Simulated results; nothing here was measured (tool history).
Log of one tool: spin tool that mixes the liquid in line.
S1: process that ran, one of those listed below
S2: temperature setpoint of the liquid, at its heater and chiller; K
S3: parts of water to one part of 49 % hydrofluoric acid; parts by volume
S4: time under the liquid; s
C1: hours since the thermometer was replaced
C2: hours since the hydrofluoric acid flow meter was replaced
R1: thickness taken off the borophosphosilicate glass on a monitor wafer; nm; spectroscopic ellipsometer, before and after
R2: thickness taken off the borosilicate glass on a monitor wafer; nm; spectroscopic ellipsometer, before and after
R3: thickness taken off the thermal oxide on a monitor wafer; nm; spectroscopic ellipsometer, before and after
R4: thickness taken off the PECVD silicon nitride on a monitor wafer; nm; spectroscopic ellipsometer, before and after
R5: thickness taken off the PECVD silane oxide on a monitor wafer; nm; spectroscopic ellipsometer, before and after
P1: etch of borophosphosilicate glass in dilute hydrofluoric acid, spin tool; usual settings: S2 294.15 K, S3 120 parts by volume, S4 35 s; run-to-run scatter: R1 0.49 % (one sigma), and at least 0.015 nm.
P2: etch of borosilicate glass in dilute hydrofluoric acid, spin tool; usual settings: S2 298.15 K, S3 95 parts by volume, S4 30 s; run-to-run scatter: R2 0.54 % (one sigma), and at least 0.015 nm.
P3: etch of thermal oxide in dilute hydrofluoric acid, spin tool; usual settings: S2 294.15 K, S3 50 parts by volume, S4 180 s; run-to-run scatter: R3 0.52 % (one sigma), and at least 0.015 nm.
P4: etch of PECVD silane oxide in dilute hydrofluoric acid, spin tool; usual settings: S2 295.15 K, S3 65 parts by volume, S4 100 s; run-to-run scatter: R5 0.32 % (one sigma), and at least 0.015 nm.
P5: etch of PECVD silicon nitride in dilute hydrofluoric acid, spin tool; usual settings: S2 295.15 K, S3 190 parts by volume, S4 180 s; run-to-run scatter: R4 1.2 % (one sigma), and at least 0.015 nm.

| run | hour | S1 | S2 | S3 | S4 | C1 | C2 | R1 | R2 | R3 | R4 | R5 |
|---|---|---|---|---|---|---|---|---|---|---|---|---|
| 1 | 5.9 | P1 | 294.15 | 120 | 35 | 387.8 | 401.9 | 20.254 |  |  |  |  |
| 2 | 9.4 | P2 | 298.15 | 95 | 55 | 391.3 | 405.4 |  | 18.037 |  |  |  |
| 3 | 13.7 | P1 | 294.15 | 120 | 35 | 395.6 | 409.7 | 20.298 |  |  |  |  |
| 4 | 17.5 | P1 | 294.15 | 120 | 50 | 399.4 | 413.5 | 28.794 |  |  |  |  |
| 5 | 22.8 | P1 | 290.15 | 120 | 35 | 404.7 | 418.8 | 17.106 |  |  |  |  |
| 6 | 26.3 | P1 | 301.15 | 120 | 35 | 408.2 | 422.3 | 26.663 |  |  |  |  |
| 7 | 31.2 | P1 | 294.15 | 210 | 35 | 413.1 | 427.2 | 10.597 |  |  |  |  |
| 8 | 34.6 | P3 | 294.15 | 90 | 180 | 416.5 | 430.6 |  |  | 8.6016 |  |  |
|  | 37.6 | thermometer replaced |
| 9 | 41.6 | P1 | 294.15 | 120 | 35 | 4.1 | 437.6 | 20.208 |  |  |  |  |
| 10 | 45.4 | P5 | 295.15 | 190 | 180 | 7.9 | 441.4 |  |  |  | 2.0358 |  |
| 11 | 51.5 | P1 | 294.15 | 120 | 35 | 14 | 447.5 | 20.408 |  |  |  |  |
| 12 | 56.4 | P4 | 295.15 | 65 | 100 | 18.9 | 452.4 |  |  |  |  | 28.614 |
| 13 | 60.2 | P3 | 294.15 | 50 | 180 | 22.7 | 456.2 |  |  | 16.372 |  |  |
| 14 | 63.9 | P1 | 294.15 | 120 | 35 | 26.4 | 459.9 | 20.225 |  |  |  |  |
| 15 | 68.3 | P1 | 294.15 | 120 | 35 | 30.8 | 464.3 | 20.333 |  |  |  |  |
| 16 | 73.3 | P1 | 294.15 | 120 | 35 | 35.8 | 469.3 | 20.219 |  |  |  |  |
| 17 | 76.9 | P4 | 301.15 | 65 | 100 | 39.4 | 472.9 |  |  |  |  | 36.547 |
| 18 | 82.4 | P5 | 290.15 | 190 | 180 | 44.9 | 478.4 |  |  |  | 1.5079 |  |
| 19 | 88.1 | P1 | 290.15 | 60 | 35 | 50.6 | 484.1 | 36.298 |  |  |  |  |
| 20 | 95.4 | P2 | 298.15 | 95 | 30 | 57.9 | 491.4 |  | 9.8065 |  |  |  |
| 21 | 99.5 | P1 | 294.15 | 70 | 35 | 62 | 495.5 | 36.835 |  |  |  |  |
| 22 | 106.5 | P2 | 298.15 | 25 | 30 | 69 | 502.5 |  | 41.107 |  |  |  |
| 23 | 111 | P4 | 295.15 | 100 | 100 | 73.5 | 507 |  |  |  |  | 17.866 |
| 24 | 116.1 | P3 | 294.15 | 50 | 310 | 78.6 | 512.1 |  |  | 27.966 |  |  |
| 25 | 120.3 | P1 | 294.15 | 120 | 20 | 82.8 | 516.3 | 11.57 |  |  |  |  |
| 26 | 124.8 | P3 | 294.15 | 50 | 180 | 87.3 | 520.8 |  |  | 16.271 |  |  |
| 27 | 128.2 | P4 | 295.15 | 65 | 20 | 90.7 | 524.2 |  |  |  |  | 5.6948 |
| 28 | 132.2 | P2 | 304.65 | 95 | 30 | 94.7 | 528.2 |  | 12.667 |  |  |  |
| 29 | 137.5 | P5 | 295.15 | 190 | 355 | 100 | 533.5 |  |  |  | 4.1498 |  |
| 30 | 143.5 | P2 | 298.15 | 95 | 30 | 106 | 539.5 |  | 9.9208 |  |  |  |
| 31 | 147.7 | P1 | 290.15 | 120 | 65 | 110.2 | 543.7 | 31.52 |  |  |  |  |
| 32 | 154.9 | P4 | 295.15 | 65 | 100 | 117.4 | 550.9 |  |  |  |  | 28.728 |
| 33 | 159.4 | P3 | 290.15 | 50 | 180 | 121.9 | 555.4 |  |  | 13.919 |  |  |
| 34 | 164.4 | P5 | 295.15 | 270 | 180 | 126.9 | 560.4 |  |  |  | 1.4731 |  |
| 35 | 168.7 | P1 | 290.15 | 120 | 50 | 131.2 | 564.7 | 24.676 |  |  |  |  |
| 36 | 174.1 | P1 | 294.15 | 120 | 35 | 136.6 | 570.1 | 20.179 |  |  |  |  |
| 37 | 180.7 | P1 | 294.15 | 120 | 35 | 143.2 | 576.7 | 20.615 |  |  |  |  |
| 38 | 184.7 | P1 | 294.15 | 120 | 35 | 147.2 | 580.7 | 21.041 |  |  |  |  |
| 39 | 191.8 | P1 | 294.15 | 120 | 35 | 154.3 | 587.8 | 21.229 |  |  |  |  |
| 40 | 198.2 | P1 | 294.15 | 120 | 35 | 160.7 | 594.2 | 21.114 |  |  |  |  |
| 41 | 202 | P1 | 294.15 | 120 | 35 | 164.5 | 598 | 21.357 |  |  |  |  |
| 42 | 205.7 | P1 | 294.15 | 120 | 35 | 168.2 | 601.7 | 21.388 |  |  |  |  |
| 43 | 212.4 | P1 | 294.15 | 120 | 35 | 174.9 | 608.4 | 21.496 |  |  |  |  |
| 44 | 218.7 | P1 | 294.15 | 120 | 35 | 181.2 | 614.7 | 21.434 |  |  |  |  |

What P1 gives has crept away from where it was. These 2 causes fit the log equally well, each at the size given:
A: hydrofluoric acid flow above the setpoint (%) = 5.13
B: liquid hotter than its thermometer reads (K) = 1.42
The creep began at about hour 174.1.

4 check runs are offered, each on 5 wafers whose results are averaged, their results left as question marks. Which one tells the causes apart?
| check 1 | 225 | P2 | 298.15 | 60 | 45 |  |  |  | ? |  |  |  |
| check 2 | 225 | P5 | 290.15 | 190 | 345 |  |  |  |  |  | ? |  |
| check 3 | 225 | P3 | 294.15 | 90 | 270 |  |  |  |  | ? |  |  |
| check 4 | 225 | P4 | 300.15 | 65 | 50 |  |  |  |  |  |  | ? |

What each check would give under each cause:
| check | result | if A | if B |
|---|---|---|---|
| check 1 | R2 | 25.857 | 25.94 |
| check 2 | R4 | 2.9809 | 3.1258 |
| check 3 | R3 | 13.744 | 13.781 |
| check 4 | R5 | 18.554 | 18.584 |
How far apart the two closest causes lie, in the result that separates them most: check 1 0.32 %; check 2 4.75 %; check 3 0.27 %; check 4 0.16 %
Check 2 tells the causes apart: in the others they would give nearly the same result.

Then check 2 was run and gave: R4 2.9432 nm. Which cause is it?

It is A: hydrofluoric acid flow above the setpoint (%).
